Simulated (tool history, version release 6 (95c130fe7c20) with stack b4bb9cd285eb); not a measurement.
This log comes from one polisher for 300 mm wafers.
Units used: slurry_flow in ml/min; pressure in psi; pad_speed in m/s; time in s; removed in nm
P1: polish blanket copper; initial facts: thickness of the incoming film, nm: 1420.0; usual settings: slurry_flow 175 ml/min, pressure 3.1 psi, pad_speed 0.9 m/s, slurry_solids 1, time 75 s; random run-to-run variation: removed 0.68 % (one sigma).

run   hour  slurry_flow  pressure  pad_speed  slurry_solids  time  wafers polished on this pad  hours since the slurry nozzle was cleaned  hours since the head pressure was calibrated  hours since the slurry blender was calibrated  removed
  1    9.9          175       3.1        0.9              1    75                          826                                      218.3                                         161.4                                           78.1   204.52
  2   17.7          175       3.1        0.9           0.55    43                          891                                      226.1                                         169.2                                           85.9   103.22
  3   23.1          115       3.1        0.9              1    75                          936                                      231.5                                         174.6                                           91.3   188.44
  4   29.7          255       3.1        0.5              1    75                          992                                      238.1                                         181.2                                           97.9   119.85
  5   38.1          175       3.1        0.9              1   116                         1062                                      246.5                                         189.6                                          106.3   314.23
  6     47          175       3.1        0.9              1    75                         1137                                      255.4                                         198.5                                          115.2   205.11
  7   59.4          175       3.1        0.4              1    75                         1241                                      267.8                                         210.9                                          127.6   90.215
  8   71.8          175       4.8        0.9              1    75                         1345                                      280.2                                         223.3                                            140   312.29
  9   79.8          255       3.1        0.9              1    75                         1412                                      288.2                                         231.3                                            148   214.14
 10   89.1          175       3.1       1.38              1    75                         1489                                      297.5                                         240.6                                          157.3    313.9
 11   99.8          175       3.1        0.9              1    75                         1579                                      308.2                                         251.3                                            168   205.58
 12  109.8          175       3.1        0.9              1    56                         1663                                      318.2                                         261.3                                            178   152.84
 13  122.1          175       1.5        0.9              1    75                         1766                                      330.5                                         273.6                                          190.3   98.868
 14  133.8          175       3.1        0.9           0.55    75                         1864                                      342.2                                         285.3                                            202    178.1
 15  146.2          175       3.1        0.9              1    75                         1968                                      354.6                                         297.7                                          214.4   200.88
 16  154.8          175       3.1        0.9              1    75                         2040                                      363.2                                         306.3                                            223   205.01
 17  160.6          175       3.1        0.9              1    75                         2088                                        369                                         312.1                                          228.8   202.98
 18  168.2          175       3.1        0.9              1    75                         2152                                      376.6                                         319.7                                          236.4   205.72
 19    177          175       3.1        0.9           1.45    75                         2226                                      385.4                                         328.5                                          245.2   222.96
 20  189.1          175       3.1        0.9              1    75                         2327                                      397.5                                         340.6                                          257.3   201.03
 21  200.2          175       3.1        0.9              1    75                         2420                                      408.6                                         351.7                                          268.4   197.03
 22  210.2          175       3.1        0.9              1    75                         2504                                      418.6                                         361.7                                          278.4    195.1
 23  222.3          175       3.1        0.9              1    75                         2605                                      430.7                                         373.8                                          290.5   191.68
 24  234.1          175       3.1        0.9              1    75                         2704                                      442.5                                         385.6                                          302.3   187.02
     236.8  -- slurry blender recalibrated
     238.6  -- head pressure recalibrated
 25  243.2          175       3.1        0.9              1    75                         2781                                      451.6                                           4.7                                            6.4   185.61
 26  255.4          175       3.1        0.9              1    75                         2883                                      463.8                                          16.9                                           18.6   184.75
 27  266.7          175       3.1        0.9              1    75                         2977                                      475.1                                          28.2                                           29.9   183.35

Compared with where it was, what P1 gives has crept away. Each cause listed below fits the log as well as the rest, at the size given for it:
A: slurry flow missing at the pad, % = 36.4
B: removal rate lost through wear of the pad, % = 8.1
The onset of the drift is placed at about hour 189.1.
Excluded causes, each with its reason:
head's pressure below its setpoint, %: serviced at hour 238.6, after the drift had started, without restoring the earlier output
abrasive missing from the slurry, %: serviced at hour 236.8, after the drift had started, without restoring the earlier output

The list below offers 4 check runs, each averaging the results of 2 wafers, and shows each result as a question mark. For which of them would the listed causes give clearly different results?
check 1   278          175       3.1       0.58              1    94                                                                                                                                                                             ?
check 2   278          120       3.1        0.9            0.6    75                                                                                                                                                                             ?
check 3   278          175       1.6        0.9              1    75                                                                                                                                                                             ?
check 4   278          175       4.6        0.9            1.4    75                                                                                                                                                                             ?

Expected result of each check under each candidate cause:
  check   result    if A    if B
check 1  removed  151.05  151.05
check 2  removed   151.9  157.14
check 3  removed   96.52  96.519
check 4  removed  298.67  298.66
Minimum pairwise separation of causes per check, each pair taken at its best-separating result: check 1 0 %; check 2 3.39 %; check 3 0 %; check 4 0 %
Check 2 tells the causes apart: in the others they would give nearly the same result.

After running check 2, the following was obtained: removed 157.06 nm. Which cause does this point to?

It was cause B: removal rate lost through wear of the pad, %.

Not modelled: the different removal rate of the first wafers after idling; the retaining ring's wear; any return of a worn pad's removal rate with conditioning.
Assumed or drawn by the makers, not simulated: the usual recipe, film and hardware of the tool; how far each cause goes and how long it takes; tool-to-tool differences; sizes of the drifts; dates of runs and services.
